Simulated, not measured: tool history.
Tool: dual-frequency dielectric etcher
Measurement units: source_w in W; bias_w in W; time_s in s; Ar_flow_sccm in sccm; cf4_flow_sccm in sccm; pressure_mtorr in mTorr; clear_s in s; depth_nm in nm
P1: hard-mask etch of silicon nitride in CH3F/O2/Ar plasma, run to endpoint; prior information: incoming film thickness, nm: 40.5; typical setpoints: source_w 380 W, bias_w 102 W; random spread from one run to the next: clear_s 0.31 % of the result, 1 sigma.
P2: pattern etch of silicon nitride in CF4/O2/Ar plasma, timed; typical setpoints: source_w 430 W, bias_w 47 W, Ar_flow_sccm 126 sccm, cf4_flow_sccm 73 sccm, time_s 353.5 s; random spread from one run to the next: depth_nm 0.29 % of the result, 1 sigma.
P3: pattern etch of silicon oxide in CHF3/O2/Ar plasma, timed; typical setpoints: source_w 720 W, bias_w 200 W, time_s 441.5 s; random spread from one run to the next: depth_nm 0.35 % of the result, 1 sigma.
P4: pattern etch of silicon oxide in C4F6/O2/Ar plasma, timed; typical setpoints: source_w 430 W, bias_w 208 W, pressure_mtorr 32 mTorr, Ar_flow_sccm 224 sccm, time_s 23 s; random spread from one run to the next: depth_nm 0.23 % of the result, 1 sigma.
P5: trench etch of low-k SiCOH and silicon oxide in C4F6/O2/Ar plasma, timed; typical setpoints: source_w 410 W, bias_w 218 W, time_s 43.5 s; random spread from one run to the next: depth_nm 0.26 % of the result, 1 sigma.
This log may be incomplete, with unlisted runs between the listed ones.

run   hour  process  source_w  bias_w  time_s  Ar_flow_sccm  cf4_flow_sccm  pressure_mtorr  hours since the last wet clean  hours since the last source power generator calibration  hours since the last bias power generator calibration  clear_s  depth_nm
  1   15.8       P1       380     102                                                                                113.2                                                   3398.5                                                  467.1   51.433
  2   28.1       P5       250     218    43.5                                                                        125.5                                                   3410.8                                                  479.4             121.76
  3   35.7       P1       540     102                                                                                133.1                                                   3418.4                                                    487   45.458
  4   49.8       P2       430      47     465           126             73                                           147.2                                                   3432.5                                                  501.1             728.07
  5   66.1       P4       430     293      23           224                             32                           163.5                                                   3448.8                                                  517.4             86.683
  6   82.2       P5       410     218    43.5                                                                        179.6                                                   3464.9                                                  533.5              147.6
  7   97.5       P3       720     139   441.5                                                                        194.9                                                   3480.2                                                  548.8             859.79
  8    105       P2       430      29   353.5           126             73                                           202.4                                                   3487.7                                                  556.3             460.06
  9  115.4       P1       380     102                                                                                212.8                                                   3498.1                                                  566.7   51.455
 10  127.7       P4       600     208      23           224                             32                           225.1                                                   3510.4                                                    579             87.686
 11  140.8       P1       380      82                                                                                238.2                                                   3523.5                                                  592.1   55.836
 12  151.8       P1       270     141                                                                                249.2                                                   3534.5                                                  603.1   51.699
 13  168.2       P1       380     102                                                                                265.6                                                   3550.9                                                  619.5   51.389
 14  181.5       P4       430     208      23           224                             32                           278.9                                                   3564.2                                                  632.8             77.081
 15  189.1       P2       430      47   353.5           126             43                                           286.5                                                   3571.8                                                  640.4             511.46
 16  204.5       P1       280     102                                                                                301.9                                                   3587.2                                                  655.8   57.674
 17  221.3       P2       430      47   353.5           171             73                                           318.7                                                     3604                                                  672.6             527.94
 18  237.9       P1       380     143                                                                                335.3                                                   3620.6                                                  689.2   45.431
 19  252.5       P4       430     208      23           176                             32                           349.9                                                   3635.2                                                  703.8             78.861
 20  265.4       P4       430     208    33.5           224                             32                           362.8                                                   3648.1                                                  716.7             111.97
     271.9  -- source power generator calibrated
 21  280.9       P1       490      69                                                                                378.3                                                      9.1                                                  732.2   53.619
 22  297.8       P5       410     273    43.5                                                                        395.2                                                       26                                                  749.1             159.74
 23  309.8       P5       410     218    43.5                                                                        407.2                                                       38                                                  761.1             147.65
 24  323.2       P2       280      47   353.5           126             73                                           420.6                                                     51.4                                                  774.5             383.45
 25    340       P3       720     200   441.5                                                                        437.4                                                     68.2                                                  791.3             965.86
 26  353.5       P5       410     218    24.5                                                                        450.9                                                     81.7                                                  804.8             82.931
 27  363.2       P1       380     102                                                                                460.6                                                     91.4                                                  814.5   51.459
 28  378.7       P1       450      62                                                                                476.1                                                    106.9                                                    830    57.37
 29  394.5       P1       380     102                                                                                491.9                                                    122.7                                                  845.8     51.4
 30  408.4       P2       430      47   353.5           126             73                                           505.8                                                    136.6                                                  859.7             550.09
 31    419       P1       380     102                                                                                516.4                                                    147.2                                                  870.3   51.514
 32  431.3       P3       440     200   441.5                                                                        528.7                                                    159.5                                                  882.6             802.61
 33  438.8       P4       430     208      23           224                             25                           536.2                                                      167                                                  890.1             79.471
 34  447.9       P3       720     200   661.5                                                                        545.3                                                    176.1                                                  899.2             1458.3
 35  461.5       P1       380     102                                                                                558.9                                                    189.7                                                  912.8   51.569
 36    474       P1       380     102                                                                                571.4                                                    202.2                                                  925.3    51.09
 37  486.5       P1       380     102                                                                                583.9                                                    214.7                                                  937.8   50.995
 38  494.6       P1       380     102                                                                                  592                                                    222.8                                                  945.9   50.933
     500.4  -- wet clean of the chamber
 39  505.9       P1       380     102                                                                                  5.5                                                    234.1                                                  957.2   50.875
 40  518.7       P1       380     102                                                                                 18.3                                                    246.9                                                    970    50.65
 41  526.4       P1       380     102                                                                                   26                                                    254.6                                                  977.7   50.734
 42  538.7       P1       380     102                                                                                 38.3                                                    266.9                                                    990   50.775
 43  548.6       P1       380     102                                                                                 48.2                                                    276.8                                                  999.9   50.595
 44  564.9       P1       380     102                                                                                 64.5                                                    293.1                                                 1016.2   50.579

What P1 gives has crept off from where it sat before. The 2 causes that follow fit the log equally well, each at the size noted:
A: source power that arrives over what is set, % = 4.5
B: bias power that arrives over what is set, % = 4.51
At approximately hour 461.5, the process output began to creep.
Each remaining cause and why it is not a fit:
chamber walls in a state that raises the etch rate, %: its service at hour 500.4 followed the start of the drift and did not put the process back to its old value

Consider the 4 single-wafer check runs listed below, results given as question marks: which one distinguishes between the causes by giving clearly different results for each?
check 1  581.2       P2       330      36   353.5           126             73                                                                                                                                                                                  ?
check 2  581.2       P5       410     218      28                                                                                                                                                                                                               ?
check 3  581.2       P4       600     208      32           224                             32                                                                                                                                                                  ?
check 4  581.2       P3       590     200     653                                                                                                                                                                                                               ?

What every check run would give for each of its results, assuming each possible cause in turn:
  check    result    if A    if B
check 1  depth_nm  411.08  402.58
check 2  depth_nm  96.545   96.31
check 3  depth_nm  124.25  123.86
check 4  depth_nm  1350.5  1348.5
Gap, in per cent, between the two causes that each check separates least, read from the result that separates them most: check 1 2.09 %; check 2 0.24 %; check 3 0.31 %; check 4 0.15 %
Check 1 is the one run that separates the causes; every other check would come out nearly the same whichever cause is at work.

After running check 1, the following was obtained: depth_nm 412.03 nm. Which cause does this point to?

It was cause A: source power that arrives over what is set, %.
